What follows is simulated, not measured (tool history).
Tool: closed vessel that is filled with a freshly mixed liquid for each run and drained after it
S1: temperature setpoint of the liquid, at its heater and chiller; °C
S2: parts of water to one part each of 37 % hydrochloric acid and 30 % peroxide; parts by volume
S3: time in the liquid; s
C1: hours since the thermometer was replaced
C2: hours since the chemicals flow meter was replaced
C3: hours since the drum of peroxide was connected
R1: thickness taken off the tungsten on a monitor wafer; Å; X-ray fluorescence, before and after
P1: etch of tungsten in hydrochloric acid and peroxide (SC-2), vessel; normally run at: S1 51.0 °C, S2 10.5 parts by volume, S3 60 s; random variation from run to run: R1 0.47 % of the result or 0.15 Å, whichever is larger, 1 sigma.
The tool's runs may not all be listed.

| run | day | S1 | S2 | S3 | C1 | C2 | C3 | R1 |
|---|---|---|---|---|---|---|---|---|
| 1 | 0.362 | 51.0 | 10.5 | 60 | 730.3 | 358.3 | 159.4 | 197.280 |
| 2 | 0.704 | 51.0 | 10.5 | 60 | 738.5 | 366.5 | 167.6 | 197.610 |
| 3 | 1.042 | 65.5 | 10.5 | 60 | 746.6 | 374.6 | 175.7 | 496.730 |
| 4 | 1.346 | 51.0 | 10.5 | 30 | 753.9 | 381.9 | 183.0 | 99.555 |
| 5 | 1.521 | 59.5 | 10.5 | 30 | 758.1 | 386.1 | 187.2 | 172.690 |
| 6 | 1.775 | 51.0 | 10.5 | 100 | 764.2 | 392.2 | 193.3 | 329.160 |
| 7 | 2.117 | 51.0 | 10.5 | 60 | 772.4 | 400.4 | 201.5 | 198.000 |
| 8 | 2.417 | 35.0 | 10.5 | 60 | 779.6 | 407.6 | 208.7 | 64.691 |
| 9 | 2.600 | 51.0 | 10.5 | 60 | 784.0 | 412.0 | 213.1 | 197.600 |
| 10 | 2.946 | 51.0 | 10.5 | 60 | 792.3 | 420.3 | 221.4 | 196.500 |
| 11 | 3.179 | 51.0 | 19.0 | 60 | 797.9 | 425.9 | 227.0 | 117.410 |
| 12 | 3.517 | 39.0 | 18.5 | 60 | 806.0 | 434.0 | 235.1 | 52.915 |
|  | 3.608 | thermometer replaced |
| 13 | 3.846 | 51.0 | 4.0 | 60 | 5.7 | 441.9 | 243.0 | 415.720 |
|  | 3.917 | chemicals flow meter replaced |
| 14 | 4.150 | 39.0 | 6.0 | 60 | 13.0 | 5.7 | 250.3 | 135.840 |
| 15 | 4.338 | 51.0 | 10.5 | 60 | 17.5 | 10.2 | 254.8 | 197.150 |
| 16 | 4.642 | 51.0 | 10.5 | 60 | 24.8 | 17.5 | 262.1 | 198.900 |
| 17 | 5.000 | 51.0 | 10.5 | 60 | 33.4 | 26.1 | 270.7 | 201.860 |
| 18 | 5.312 | 51.0 | 10.5 | 60 | 40.9 | 33.6 | 278.2 | 207.020 |
| 19 | 5.671 | 51.0 | 10.5 | 60 | 49.5 | 42.2 | 286.8 | 207.730 |
| 20 | 5.929 | 51.0 | 10.5 | 60 | 55.7 | 48.4 | 293.0 | 209.150 |
| 21 | 6.212 | 51.0 | 10.5 | 60 | 62.5 | 55.2 | 299.8 | 210.040 |
| 22 | 6.454 | 51.0 | 10.5 | 60 | 68.3 | 61.0 | 305.6 | 210.550 |
| 23 | 6.742 | 51.0 | 10.5 | 60 | 75.2 | 67.9 | 312.5 | 210.740 |
| 24 | 6.992 | 51.0 | 10.5 | 60 | 81.2 | 73.9 | 318.5 | 209.750 |
| 25 | 7.233 | 51.0 | 10.5 | 60 | 87.0 | 79.7 | 324.3 | 211.110 |
| 26 | 7.500 | 51.0 | 10.5 | 60 | 93.4 | 86.1 | 330.7 | 212.420 |

What P1 gives has crept away from where it was. These 2 causes fit the log equally well, each at the size given:
A: chemicals flow above the setpoint (%) = 8.4
B: liquid hotter than its thermometer reads (K) = 1.02
The creep began at about day 4.642.
Why every other cause is out:
peroxide weaker than its label (%): at most 8, which would move R1 by -7.4 %: too little, or the wrong way

4 check runs are offered, each on 3 wafers whose results are averaged, their results left as question marks. Which one tells the causes apart?
| check 1 | 7.767 | 58.5 | 7.5 | 60 |  |  |  | ? |
| check 2 | 7.767 | 51.0 | 17.5 | 60 |  |  |  | ? |
| check 3 | 7.767 | 35.5 | 4.0 | 60 |  |  |  | ? |
| check 4 | 7.767 | 37.0 | 15.0 | 60 |  |  |  | ? |

What each check would give under each cause:
| check | result | if A | if B |
|---|---|---|---|
| check 1 | R1 | 450.670 | 451.240 |
| check 2 | R1 | 136.300 | 135.660 |
| check 3 | R1 | 147.790 | 150.960 |
| check 4 | R1 | 59.214 | 59.379 |
How far apart the two closest causes lie, in the result that separates them most: check 1 0.13 %; check 2 0.47 %; check 3 2.13 %; check 4 0.28 %
Only check 3 tells the causes apart: in the others they would give nearly the same result.

Check 3 was then run and gave: R1 151.390 Å. Which cause is it?

It is B: liquid hotter than its thermometer reads (K).

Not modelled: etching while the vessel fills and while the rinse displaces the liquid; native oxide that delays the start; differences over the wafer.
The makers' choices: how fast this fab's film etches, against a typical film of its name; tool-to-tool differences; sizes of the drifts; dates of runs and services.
